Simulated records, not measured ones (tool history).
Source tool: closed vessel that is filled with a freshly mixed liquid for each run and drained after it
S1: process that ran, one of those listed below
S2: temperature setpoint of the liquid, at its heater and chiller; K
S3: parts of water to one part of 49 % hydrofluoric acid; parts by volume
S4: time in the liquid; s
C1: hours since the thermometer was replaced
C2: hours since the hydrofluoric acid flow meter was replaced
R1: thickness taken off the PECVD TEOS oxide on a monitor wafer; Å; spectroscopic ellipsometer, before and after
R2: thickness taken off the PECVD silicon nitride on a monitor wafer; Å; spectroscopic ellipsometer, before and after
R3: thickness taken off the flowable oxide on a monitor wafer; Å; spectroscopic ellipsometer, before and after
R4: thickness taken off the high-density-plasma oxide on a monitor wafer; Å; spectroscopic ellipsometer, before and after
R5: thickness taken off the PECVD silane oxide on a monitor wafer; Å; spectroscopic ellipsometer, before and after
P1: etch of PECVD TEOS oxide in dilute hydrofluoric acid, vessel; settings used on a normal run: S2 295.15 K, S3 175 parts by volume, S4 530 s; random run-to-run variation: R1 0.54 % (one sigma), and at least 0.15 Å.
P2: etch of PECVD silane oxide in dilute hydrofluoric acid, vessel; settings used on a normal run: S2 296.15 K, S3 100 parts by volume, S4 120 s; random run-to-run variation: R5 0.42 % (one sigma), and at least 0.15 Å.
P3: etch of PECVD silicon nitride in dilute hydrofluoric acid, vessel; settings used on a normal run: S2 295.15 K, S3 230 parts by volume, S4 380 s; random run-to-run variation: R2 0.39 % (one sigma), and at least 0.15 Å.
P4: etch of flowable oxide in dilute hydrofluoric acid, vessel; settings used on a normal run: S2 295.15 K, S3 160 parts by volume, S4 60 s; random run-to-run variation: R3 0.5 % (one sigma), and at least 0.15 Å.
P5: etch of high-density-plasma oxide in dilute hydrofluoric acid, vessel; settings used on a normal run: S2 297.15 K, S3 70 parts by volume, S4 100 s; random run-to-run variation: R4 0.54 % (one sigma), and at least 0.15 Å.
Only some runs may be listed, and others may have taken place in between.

run	hour	S1	S2	S3	S4	C1	C2	R1	R2	R3	R4	R5
1	9.2	P1	295.15	175	530	674.3	757.0	342.02				
2	20.1	P1	295.15	175	280	685.2	767.9	179.54				
3	27.3	P1	295.15	175	530	692.4	775.1	341.08				
4	37.6	P3	290.15	230	380	702.7	785.4		59.775			
5	46.9	P1	295.15	175	530	712.0	794.7	337.91				
6	54.7	P1	290.15	175	530	719.8	802.5	276.15				
7	63.0	P4	295.15	160	60	728.1	810.8			117.540		
8	70.8	P1	301.65	105	530	735.9	818.6	785.24				
9	78.7	P1	295.15	175	920	743.8	826.5	591.09				
10	87.9	P5	297.15	70	100	753.0	835.7				156.25	
11	101.1	P3	295.15	395	380	766.2	848.9		49.236			
12	109.4	P2	296.15	100	120	774.5	857.2					240.530
13	121.1	P4	295.15	160	30	786.2	868.9			58.879		
14	132.4	P2	296.15	100	30	797.5	880.2					59.773
15	141.5	P1	295.15	175	530	806.6	889.3	344.71				
16	153.9	P5	297.15	70	145	819.0	901.7				223.14	
17	165.6	P3	295.15	230	155	830.7	913.4		34.265			
18	178.6	P1	295.15	300	530	843.7	926.4	176.98				
19	189.9	P1	301.65	175	530	855.0	937.7	431.57				
20	201.1	P4	295.15	160	60	866.2	948.9			118.060		
21	212.9	P1	295.15	65	530	878.0	960.7	1039.60				
22	219.2	P3	295.15	230	380	884.3	967.0		83.425			
23	229.1	P5	297.15	25	100	894.2	976.9				460.47	
24	236.9	P4	290.15	160	60	902.0	984.7			97.287		
25	247.5	P5	292.15	70	100	912.6	995.3				126.13	
26	255.6	P4	295.15	225	60	920.7	1003.4			78.789		
27	264.2	P2	296.15	65	120	929.3	1012.0					382.330
28	275.3	P2	303.15	100	120	940.4	1023.1					313.770
29	282.5	P1	295.15	175	530	947.6	1030.3	344.55				
30	291.3	P1	295.15	175	530	956.4	1039.1	345.23				
31	302.2	P1	295.15	175	530	967.3	1050.0	355.40				
32	315.5	P1	295.15	175	530	980.6	1063.3	356.49				
33	327.7	P1	295.15	175	530	992.8	1075.5	362.05				
34	341.1	P1	295.15	175	530	1006.2	1088.9	363.37				
35	350.9	P1	295.15	175	530	1016.0	1098.7	362.52				
36	362.7	P1	295.15	175	530	1027.8	1110.5	364.81				
37	373.8	P1	295.15	175	530	1038.9	1121.6	363.74				
38	380.4	P1	295.15	175	530	1045.5	1128.2	364.95				
39	389.6	P1	295.15	175	530	1054.7	1137.4	366.08				

P1 has crept away from where it was. The log is fitted equally well by each of these 2 causes, at the sizes shown:
A: hydrofluoric acid flow above the setpoint (%) = 6.34
B: liquid hotter than its thermometer reads (K) = 1.92
The drift started at roughly hour 282.5.

Consider the 4 single-wafer check runs listed below, results given as question marks: which one distinguishes between the causes by giving clearly different results for each?
check 1	398.8	P5	297.15	70	100						?	
check 2	398.8	P2	296.15	100	120							?
check 3	398.8	P4	295.15	160	60					?		
check 4	398.8	P3	295.15	230	380				?			

If the cause were each of the candidates in turn, the checks would give the following:
check	result	if A	if B
check 1	R4	165.35	167.08
check 2	R5	255.990	257.910
check 3	R3	126.380	126.620
check 4	R2	88.340	93.900
Gap, in per cent, between the two causes that each check separates least, read from the result that separates them most: check 1 1.04 %; check 2 0.75 %; check 3 0.19 %; check 4 6.1 %
The other checks would show nearly matching results whichever cause is true, so check 4 is the only one that separates the causes.

Check 4 was then run and gave: R2 88.635 Å. Which cause is it?

Of the candidate causes, it is A: hydrofluoric acid flow above the setpoint (%).
